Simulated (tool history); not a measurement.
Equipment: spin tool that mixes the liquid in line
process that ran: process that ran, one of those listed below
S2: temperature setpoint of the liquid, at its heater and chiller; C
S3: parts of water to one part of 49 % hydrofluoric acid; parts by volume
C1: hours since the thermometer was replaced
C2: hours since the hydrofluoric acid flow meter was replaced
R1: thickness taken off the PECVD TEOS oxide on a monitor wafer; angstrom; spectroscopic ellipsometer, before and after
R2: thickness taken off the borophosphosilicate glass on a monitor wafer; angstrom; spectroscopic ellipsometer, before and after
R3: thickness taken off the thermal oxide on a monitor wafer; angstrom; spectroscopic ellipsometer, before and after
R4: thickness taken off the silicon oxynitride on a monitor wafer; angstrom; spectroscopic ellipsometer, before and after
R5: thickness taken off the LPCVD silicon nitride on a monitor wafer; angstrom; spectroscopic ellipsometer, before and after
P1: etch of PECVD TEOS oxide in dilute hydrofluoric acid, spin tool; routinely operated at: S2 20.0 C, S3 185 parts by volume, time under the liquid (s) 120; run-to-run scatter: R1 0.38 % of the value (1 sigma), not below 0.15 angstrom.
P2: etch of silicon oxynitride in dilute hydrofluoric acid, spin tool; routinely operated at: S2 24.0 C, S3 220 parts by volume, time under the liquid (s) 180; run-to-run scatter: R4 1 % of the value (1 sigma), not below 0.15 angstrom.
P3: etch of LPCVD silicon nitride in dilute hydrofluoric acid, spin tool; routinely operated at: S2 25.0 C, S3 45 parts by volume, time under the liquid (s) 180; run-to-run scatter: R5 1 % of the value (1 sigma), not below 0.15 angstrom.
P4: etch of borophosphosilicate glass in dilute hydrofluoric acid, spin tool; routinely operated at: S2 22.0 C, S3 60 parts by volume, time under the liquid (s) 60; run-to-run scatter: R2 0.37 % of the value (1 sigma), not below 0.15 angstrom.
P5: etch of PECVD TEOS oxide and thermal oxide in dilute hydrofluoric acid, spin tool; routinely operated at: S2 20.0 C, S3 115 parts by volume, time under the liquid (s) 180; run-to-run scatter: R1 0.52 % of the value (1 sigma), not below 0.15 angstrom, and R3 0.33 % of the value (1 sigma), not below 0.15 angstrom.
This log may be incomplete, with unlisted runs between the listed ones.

Run 1, hour 6.9: process that ran P1, S2 20.0 C, S3 185 parts by volume, time under the liquid (s) 120; C1 675.7; C2 520.9. Result: R1 141.690 angstrom.
Run 2, hour 12.8: process that ran P1, S2 20.0 C, S3 185 parts by volume, time under the liquid (s) 15; C1 681.6; C2 526.8. Result: R1 17.885 angstrom.
Run 3, hour 18.0: process that ran P4, S2 22.0 C, S3 60 parts by volume, time under the liquid (s) 60; C1 686.8; C2 532.0. Result: R2 302.79 angstrom.
Run 4, hour 25.3: process that ran P5, S2 20.0 C, S3 205 parts by volume, time under the liquid (s) 180; C1 694.1; C2 539.3. Result: R1 135.000 angstrom, R3 30.429 angstrom.
Run 5, hour 30.3: process that ran P1, S2 20.0 C, S3 280 parts by volume, time under the liquid (s) 120; C1 699.1; C2 544.3. Result: R1 85.913 angstrom.
Run 6, hour 38.9: process that ran P2, S2 24.0 C, S3 130 parts by volume, time under the liquid (s) 180; C1 707.7; C2 552.9. Result: R4 40.173 angstrom.
Run 7, hour 47.3: process that ran P1, S2 28.0 C, S3 185 parts by volume, time under the liquid (s) 120; C1 716.1; C2 561.3. Result: R1 192.820 angstrom.
Run 8, hour 51.9: process that ran P3, S2 25.0 C, S3 20 parts by volume, time under the liquid (s) 180; C1 720.7; C2 565.9. Result: R5 45.237 angstrom.
Run 9, hour 60.5: process that ran P4, S2 28.5 C, S3 60 parts by volume, time under the liquid (s) 60; C1 729.3; C2 574.5. Result: R2 394.01 angstrom.
Run 10, hour 67.6: process that ran P3, S2 31.0 C, S3 45 parts by volume, time under the liquid (s) 180; C1 736.4; C2 581.6. Result: R5 30.584 angstrom.
Run 11, hour 71.5: process that ran P1, S2 20.0 C, S3 185 parts by volume, time under the liquid (s) 120; C1 740.3; C2 585.5. Result: R1 141.860 angstrom.
Run 12, hour 76.4: process that ran P1, S2 20.0 C, S3 50 parts by volume, time under the liquid (s) 120; C1 745.2; C2 590.4. Result: R1 608.140 angstrom.
Run 13, hour 80.7: process that ran P2, S2 24.0 C, S3 220 parts by volume, time under the liquid (s) 365; C1 749.5; C2 594.7. Result: R4 44.981 angstrom.
Run 14, hour 84.9: process that ran P4, S2 22.0 C, S3 60 parts by volume, time under the liquid (s) 115; C1 753.7; C2 598.9. Result: R2 579.59 angstrom.
Run 15, hour 90.6: process that ran P5, S2 17.0 C, S3 115 parts by volume, time under the liquid (s) 180; C1 759.4; C2 604.6. Result: R1 235.380 angstrom, R3 52.692 angstrom.
Run 16, hour 95.2: process that ran P3, S2 25.0 C, S3 45 parts by volume, time under the liquid (s) 180; C1 764.0; C2 609.2. Result: R5 20.832 angstrom.
Run 17, hour 101.9: process that ran P1, S2 17.0 C, S3 185 parts by volume, time under the liquid (s) 120; C1 770.7; C2 615.9. Result: R1 125.650 angstrom.
Run 18, hour 108.3: process that ran P5, S2 20.0 C, S3 115 parts by volume, time under the liquid (s) 305; C1 777.1; C2 622.3. Result: R1 455.140 angstrom, R3 101.250 angstrom.
Run 19, hour 114.2: process that ran P1, S2 20.0 C, S3 185 parts by volume, time under the liquid (s) 195; C1 783.0; C2 628.2. Result: R1 230.900 angstrom.
Run 20, hour 121.3: process that ran P1, S2 20.0 C, S3 185 parts by volume, time under the liquid (s) 120; C1 790.1; C2 635.3. Result: R1 142.230 angstrom.
Run 21, hour 127.5: process that ran P1, S2 17.0 C, S3 70 parts by volume, time under the liquid (s) 120; C1 796.3; C2 641.5. Result: R1 371.040 angstrom.
Run 22, hour 132.7: process that ran P2, S2 24.0 C, S3 220 parts by volume, time under the liquid (s) 180; C1 801.5; C2 646.7. Result: R4 22.105 angstrom.
Run 23, hour 140.2: process that ran P1, S2 20.0 C, S3 185 parts by volume, time under the liquid (s) 120; C1 809.0; C2 654.2. Result: R1 141.710 angstrom.
Run 24, hour 146.7: process that ran P2, S2 30.0 C, S3 220 parts by volume, time under the liquid (s) 180; C1 815.5; C2 660.7. Result: R4 28.631 angstrom.
Run 25, hour 154.2: process that ran P3, S2 25.0 C, S3 45 parts by volume, time under the liquid (s) 180; C1 823.0; C2 668.2. Result: R5 21.288 angstrom.
Run 26, hour 159.1: process that ran P4, S2 22.0 C, S3 105 parts by volume, time under the liquid (s) 60; C1 827.9; C2 673.1. Result: R2 163.49 angstrom.
Run 27, hour 164.2: process that ran P5, S2 20.0 C, S3 115 parts by volume, time under the liquid (s) 180; C1 833.0; C2 678.2. Result: R1 264.920 angstrom, R3 59.781 angstrom.
Run 28, hour 171.6: process that ran P3, S2 25.0 C, S3 45 parts by volume, time under the liquid (s) 330; C1 840.4; C2 685.6. Result: R5 38.223 angstrom.
Run 29, hour 179.1: process that ran P1, S2 20.0 C, S3 185 parts by volume, time under the liquid (s) 120; C1 847.9; C2 693.1. Result: R1 142.720 angstrom.
Run 30, hour 184.2: process that ran P1, S2 20.0 C, S3 185 parts by volume, time under the liquid (s) 120; C1 853.0; C2 698.2. Result: R1 140.150 angstrom.
Run 31, hour 193.1: process that ran P1, S2 20.0 C, S3 185 parts by volume, time under the liquid (s) 120; C1 861.9; C2 707.1. Result: R1 136.420 angstrom.
Run 32, hour 197.3: process that ran P1, S2 20.0 C, S3 185 parts by volume, time under the liquid (s) 120; C1 866.1; C2 711.3. Result: R1 137.020 angstrom.
Run 33, hour 203.8: process that ran P1, S2 20.0 C, S3 185 parts by volume, time under the liquid (s) 120; C1 872.6; C2 717.8. Result: R1 136.090 angstrom.
Run 34, hour 212.3: process that ran P1, S2 20.0 C, S3 185 parts by volume, time under the liquid (s) 120; C1 881.1; C2 726.3. Result: R1 135.310 angstrom.

Forecast run 35:
Run 35, hour 219.7: process that ran P1, S2 20.0 C, S3 185 parts by volume, time under the liquid (s) 120; C1 888.5; C2 733.7. Result: R1 ?.

R1: 133.730 angstrom
